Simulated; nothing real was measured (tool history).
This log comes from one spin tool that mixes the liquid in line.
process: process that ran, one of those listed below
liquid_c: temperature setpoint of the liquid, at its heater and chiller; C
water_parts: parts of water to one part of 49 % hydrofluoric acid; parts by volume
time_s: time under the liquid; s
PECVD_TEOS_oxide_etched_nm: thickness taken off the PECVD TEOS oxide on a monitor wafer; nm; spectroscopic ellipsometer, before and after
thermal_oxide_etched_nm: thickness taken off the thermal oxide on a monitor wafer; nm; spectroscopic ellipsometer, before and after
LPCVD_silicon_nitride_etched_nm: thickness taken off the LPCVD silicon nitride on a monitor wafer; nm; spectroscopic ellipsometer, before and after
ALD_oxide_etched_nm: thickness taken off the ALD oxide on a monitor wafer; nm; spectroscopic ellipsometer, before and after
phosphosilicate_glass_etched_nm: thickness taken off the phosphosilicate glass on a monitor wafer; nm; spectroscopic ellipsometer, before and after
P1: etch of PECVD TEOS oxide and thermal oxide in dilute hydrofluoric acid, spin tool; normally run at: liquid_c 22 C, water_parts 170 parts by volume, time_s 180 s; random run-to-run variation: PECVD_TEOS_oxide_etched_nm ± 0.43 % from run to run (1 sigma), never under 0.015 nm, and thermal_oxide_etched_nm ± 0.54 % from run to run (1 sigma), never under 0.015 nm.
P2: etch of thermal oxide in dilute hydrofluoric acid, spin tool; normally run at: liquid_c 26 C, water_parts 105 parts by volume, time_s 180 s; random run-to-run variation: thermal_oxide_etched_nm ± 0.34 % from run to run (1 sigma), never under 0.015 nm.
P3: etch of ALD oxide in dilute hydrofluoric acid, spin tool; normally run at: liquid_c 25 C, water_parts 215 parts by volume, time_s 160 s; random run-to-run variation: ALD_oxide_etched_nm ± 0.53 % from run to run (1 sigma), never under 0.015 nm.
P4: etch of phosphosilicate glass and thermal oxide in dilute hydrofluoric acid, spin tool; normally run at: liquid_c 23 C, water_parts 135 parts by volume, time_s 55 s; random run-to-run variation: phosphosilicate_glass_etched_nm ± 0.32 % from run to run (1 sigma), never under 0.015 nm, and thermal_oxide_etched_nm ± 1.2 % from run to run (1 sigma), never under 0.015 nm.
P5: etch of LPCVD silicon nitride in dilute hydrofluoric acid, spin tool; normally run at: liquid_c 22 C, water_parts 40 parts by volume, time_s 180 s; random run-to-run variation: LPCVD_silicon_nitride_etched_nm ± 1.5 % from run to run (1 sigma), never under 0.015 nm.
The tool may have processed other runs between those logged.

run,hour,process,liquid_c,water_parts,time_s,hours since the thermometer was replaced,hours since the hydrofluoric acid flow meter was replaced,PECVD_TEOS_oxide_etched_nm,thermal_oxide_etched_nm,LPCVD_silicon_nitride_etched_nm,ALD_oxide_etched_nm,phosphosilicate_glass_etched_nm
1,9.9,P1,22,170,180,1006.5,399.4,15.029,4.0784,,,
2,20,P1,22,170,55,1016.6,409.5,4.5543,1.276,,,
3,27.6,P5,17.5,40,180,1024.2,417.1,,,1.0747,,
4,32.9,P2,26,105,180,1029.5,422.4,,7.9657,,,
5,40.4,P3,25,215,15,1037,429.9,,,,0.60708,
6,47.8,P1,22,170,325,1044.4,437.3,27.117,7.404,,,
7,56.6,P5,22,60,180,1053.2,446.1,,,1.0106,,
8,65.3,P4,23,135,85,1061.9,454.8,,2.7491,,,36.312
# hour 70.5: hydrofluoric acid flow meter replaced
9,72.6,P4,17.5,135,55,1069.2,2.2,,1.4118,,,18.808
10,78.6,P4,23,220,55,1075.2,8.2,,1.0199,,,13.051
11,86.5,P3,25,215,160,1083.1,16.1,,,,6.2751,
12,95.8,P1,17,105,180,1092.4,25.4,21.355,5.8243,,,
13,101.3,P2,26,105,265,1097.9,30.9,,11.695,,,
14,108.5,P1,17,170,180,1105.1,38.1,12.387,3.3767,,,
15,118.6,P1,22,170,180,1115.2,48.2,15.053,4.1267,,,
16,126.1,P1,22,50,180,1122.7,55.7,58.807,16.022,,,
17,135,P1,27,75,180,1131.6,64.6,46.622,12.776,,,
18,143.2,P2,19.5,105,180,1139.8,72.8,,6.1874,,,
19,148.3,P4,23,135,55,1144.9,77.9,,1.7465,,,23.505
20,156.9,P1,22,285,180,1153.5,86.5,7.9205,2.2,,,
21,166.1,P3,30.5,215,160,1162.7,95.7,,,,7.7105,
22,174.9,P1,22,170,180,1171.5,104.5,14.967,4.1174,,,
23,179.6,P1,22,170,180,1176.2,109.2,15.059,4.1363,,,
24,184,P1,22,170,180,1180.6,113.6,15.043,4.0853,,,
25,192.7,P1,22,170,180,1189.3,122.3,15.087,4.1492,,,
26,198.5,P1,28.5,170,180,1195.1,128.1,19.06,5.2801,,,
27,208,P3,25,215,160,1204.6,137.6,,,,6.355,
28,218.1,P5,22,40,90,1214.7,147.7,,,0.75961,,
29,224.6,P3,25,300,160,1221.2,154.2,,,,4.1638,
30,232.3,P2,26,105,180,1228.9,161.9,,8.0188,,,
31,241.1,P1,22,170,180,1237.7,170.7,15.045,4.1118,,,
32,251,P5,22,40,180,1247.6,180.6,,,1.5116,,
33,256.4,P2,26,45,180,1253,186,,20.196,,,
34,262.3,P1,22,170,180,1258.9,191.9,15.088,4.1086,,,
35,267,P1,22,170,180,1263.6,196.6,14.796,4.1345,,,
36,276.4,P1,22,170,180,1273,206,14.479,3.991,,,
37,284.8,P1,22,170,180,1281.4,214.4,14.35,3.9682,,,
38,291.3,P1,22,170,180,1287.9,220.9,14.141,3.9886,,,
39,300.7,P1,22,170,180,1297.3,230.3,14.148,3.9054,,,
40,309.1,P1,22,170,180,1305.7,238.7,14.166,3.904,,,
41,314.5,P1,22,170,180,1311.1,244.1,14.083,3.8863,,,
42,319.1,P1,22,170,180,1315.7,248.7,14.112,3.8786,,,
43,328.7,P1,22,170,180,1325.3,258.3,14.012,3.8917,,,
44,338,P1,22,170,180,1334.6,267.6,14.189,3.8786,,,
45,347.6,P1,22,170,180,1344.2,277.2,14.148,3.8972,,,

The output of P1 has drifted from where it used to be. Each of the 2 causes below, taken at the size shown beside it, accounts for the log equally well:
A: hydrofluoric acid flow below the setpoint (%) = 5.03
B: liquid colder than its thermometer reads (K) = 1.58
At approximately hour 262.3, the process output began to creep.

Below are 4 check runs, each averaged over 5 wafers, with their results shown as question marks. Which of them would give clearly different results depending on which cause is behind the drift?
check 1,357.2,P5,22,40,180,,,,,?,,
check 2,357.2,P4,23,135,55,,,,?,,,?
check 3,357.2,P2,26,105,180,,,,?,,,
check 4,357.2,P3,25,215,160,,,,,,?,

Predicted outcomes, by check and by cause:
check,result,if A,if B
check 1,LPCVD_silicon_nitride_etched_nm,1.4447,1.3618
check 2,thermal_oxide_etched_nm,1.6826,1.6785
check 2,phosphosilicate_glass_etched_nm,22.109,22.056
check 3,thermal_oxide_etched_nm,7.5425,7.5199
check 4,ALD_oxide_etched_nm,5.9786,6.0156
Smallest distance between any two causes, each pair judged by its most separating result, in per cent: check 1 5.91 %; check 2 0.24 %; check 3 0.3 %; check 4 0.62 %
Only in check 1 would the causes give clearly different results; in the remaining checks their results would be nearly the same.

Check 1 has now been run. It gave: LPCVD_silicon_nitride_etched_nm 1.3544 nm. Which of the candidate causes is it?

It was cause B: liquid colder than its thermometer reads (K).

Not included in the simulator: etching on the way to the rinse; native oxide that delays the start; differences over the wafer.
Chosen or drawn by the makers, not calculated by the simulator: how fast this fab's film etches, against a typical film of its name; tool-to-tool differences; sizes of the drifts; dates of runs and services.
